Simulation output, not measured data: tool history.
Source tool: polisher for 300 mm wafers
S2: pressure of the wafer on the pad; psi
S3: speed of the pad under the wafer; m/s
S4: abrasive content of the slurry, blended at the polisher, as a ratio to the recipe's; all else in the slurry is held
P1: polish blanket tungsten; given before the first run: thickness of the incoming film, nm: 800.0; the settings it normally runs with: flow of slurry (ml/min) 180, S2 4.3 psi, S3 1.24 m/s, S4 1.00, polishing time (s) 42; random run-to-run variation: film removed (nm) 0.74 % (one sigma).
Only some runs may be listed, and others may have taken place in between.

run 1 hour=3.2 | flow_of_slurry_(ml/min)=180 S2=4.3 S3=1.24 S4=1.00 polishing_time_(s)=42 | film_removed_(nm)=223.900
run 2 hour=6.3 | flow_of_slurry_(ml/min)=180 S2=4.3 S3=1.24 S4=0.55 polishing_time_(s)=42 | film_removed_(nm)=194.900
run 3 hour=10.0 | flow_of_slurry_(ml/min)=180 S2=4.3 S3=0.84 S4=1.00 polishing_time_(s)=42 | film_removed_(nm)=149.400
run 4 hour=12.2 | flow_of_slurry_(ml/min)=180 S2=4.3 S3=1.24 S4=1.00 polishing_time_(s)=42 | film_removed_(nm)=222.080
run 5 hour=15.4 | flow_of_slurry_(ml/min)=235 S2=4.3 S3=1.24 S4=1.00 polishing_time_(s)=42 | film_removed_(nm)=233.800
run 6 hour=18.2 | flow_of_slurry_(ml/min)=180 S2=2.5 S3=1.24 S4=1.00 polishing_time_(s)=42 | film_removed_(nm)=130.320
run 7 hour=22.8 | flow_of_slurry_(ml/min)=180 S2=4.3 S3=1.24 S4=1.30 polishing_time_(s)=42 | film_removed_(nm)=234.330
run 8 hour=26.5 | flow_of_slurry_(ml/min)=110 S2=4.3 S3=1.24 S4=1.00 polishing_time_(s)=42 | film_removed_(nm)=206.130
run 9 hour=30.4 | flow_of_slurry_(ml/min)=180 S2=4.3 S3=1.24 S4=1.00 polishing_time_(s)=60 | film_removed_(nm)=317.240
run 10 hour=34.5 | flow_of_slurry_(ml/min)=180 S2=6.4 S3=1.24 S4=0.70 polishing_time_(s)=42 | film_removed_(nm)=308.250
run 11 hour=38.3 | flow_of_slurry_(ml/min)=180 S2=4.3 S3=1.24 S4=1.00 polishing_time_(s)=19 | film_removed_(nm)=100.260
run 12 hour=42.8 | flow_of_slurry_(ml/min)=180 S2=4.3 S3=1.24 S4=1.00 polishing_time_(s)=42 | film_removed_(nm)=223.740
run 13 hour=46.2 | flow_of_slurry_(ml/min)=125 S2=2.0 S3=1.24 S4=1.00 polishing_time_(s)=42 | film_removed_(nm)=98.169
run 14 hour=48.6 | flow_of_slurry_(ml/min)=180 S2=4.3 S3=1.24 S4=1.00 polishing_time_(s)=42 | film_removed_(nm)=224.040
-- hour=48.8 slurry tank refilled with fresh slurry and peroxide
run 15 hour=51.7 | flow_of_slurry_(ml/min)=180 S2=4.3 S3=1.24 S4=1.00 polishing_time_(s)=42 | film_removed_(nm)=225.550
run 16 hour=55.3 | flow_of_slurry_(ml/min)=180 S2=6.2 S3=1.24 S4=1.00 polishing_time_(s)=42 | film_removed_(nm)=320.570
run 17 hour=57.7 | flow_of_slurry_(ml/min)=180 S2=4.3 S3=1.24 S4=1.00 polishing_time_(s)=42 | film_removed_(nm)=224.010
run 18 hour=61.2 | flow_of_slurry_(ml/min)=135 S2=4.3 S3=0.56 S4=1.00 polishing_time_(s)=42 | film_removed_(nm)=95.802
run 19 hour=63.4 | flow_of_slurry_(ml/min)=180 S2=4.3 S3=1.78 S4=1.00 polishing_time_(s)=42 | film_removed_(nm)=322.020
run 20 hour=67.8 | flow_of_slurry_(ml/min)=180 S2=4.3 S3=1.24 S4=1.00 polishing_time_(s)=42 | film_removed_(nm)=221.980
run 21 hour=72.2 | flow_of_slurry_(ml/min)=180 S2=4.3 S3=1.24 S4=1.00 polishing_time_(s)=42 | film_removed_(nm)=214.670
run 22 hour=74.7 | flow_of_slurry_(ml/min)=180 S2=4.3 S3=1.24 S4=1.00 polishing_time_(s)=42 | film_removed_(nm)=212.610
run 23 hour=79.0 | flow_of_slurry_(ml/min)=180 S2=4.3 S3=1.24 S4=1.00 polishing_time_(s)=42 | film_removed_(nm)=213.790
-- hour=82.3 head pressure recalibrated
run 24 hour=82.8 | flow_of_slurry_(ml/min)=180 S2=4.3 S3=1.24 S4=1.00 polishing_time_(s)=42 | film_removed_(nm)=212.570
-- hour=84.0 worn pad replaced by a new one
run 25 hour=85.7 | flow_of_slurry_(ml/min)=180 S2=4.3 S3=1.24 S4=1.00 polishing_time_(s)=42 | film_removed_(nm)=205.690
-- hour=86.5 slurry tank refilled with fresh slurry and peroxide
run 26 hour=90.1 | flow_of_slurry_(ml/min)=180 S2=4.3 S3=1.24 S4=1.00 polishing_time_(s)=42 | film_removed_(nm)=206.140
run 27 hour=92.5 | flow_of_slurry_(ml/min)=180 S2=4.3 S3=1.24 S4=1.00 polishing_time_(s)=42 | film_removed_(nm)=206.390
run 28 hour=95.2 | flow_of_slurry_(ml/min)=180 S2=4.3 S3=1.24 S4=1.00 polishing_time_(s)=42 | film_removed_(nm)=205.990
run 29 hour=98.0 | flow_of_slurry_(ml/min)=180 S2=4.3 S3=1.24 S4=1.00 polishing_time_(s)=42 | film_removed_(nm)=210.580

What P1 gives has crept away from where it was. These 2 causes fit the log equally well, each at the size given:
A: abrasive missing from the slurry, % = 27.6
B: slurry flow missing at the pad, % = 34.4
The creep began at about hour 67.8.
Each remaining cause and why it is not a fit:
removal rate lost through wear of the pad, %: was serviced at hour 84.0, once the creep was under way, yet the earlier output never came back
head's pressure below its setpoint, %: was serviced at hour 82.3, once the creep was under way, yet the earlier output never came back
peroxide lost from the slurry, %: was serviced at hour 86.5, once the creep was under way, yet the earlier output never came back

Of the 4 check runs below, each run on 2 wafers with the results averaged and each result still a question mark, which one would tell the listed causes apart?
run check 1 hour=100.8 | flow_of_slurry_(ml/min)=180 S2=3.2 S3=1.24 S4=1.00 polishing_time_(s)=42 | film_removed_(nm)=?
run check 2 hour=100.8 | flow_of_slurry_(ml/min)=180 S2=2.8 S3=1.24 S4=1.00 polishing_time_(s)=42 | film_removed_(nm)=?
run check 3 hour=100.8 | flow_of_slurry_(ml/min)=180 S2=3.4 S3=1.24 S4=1.00 polishing_time_(s)=42 | film_removed_(nm)=?
run check 4 hour=100.8 | flow_of_slurry_(ml/min)=115 S2=4.3 S3=1.24 S4=1.00 polishing_time_(s)=42 | film_removed_(nm)=?

Check results expected under each cause:
check=check_1 result=film_removed_(nm) if_A=153.980 if_B=153.950
check=check_2 result=film_removed_(nm) if_A=134.730 if_B=134.710
check=check_3 result=film_removed_(nm) if_A=163.610 if_B=163.570
check=check_4 result=film_removed_(nm) if_A=190.790 if_B=183.800
Distance between the nearest two causes, measured in the result of the check that separates them most: check 1 0.02 %; check 2 0.02 %; check 3 0.02 %; check 4 3.73 %
The other checks would show nearly matching results whichever cause is true, so check 4 is the only one that separates the causes.

Check 4 was carried out, with these results: film removed (nm) 190.070. Which of the listed causes is responsible?

A is the cause: abrasive missing from the slurry, %.
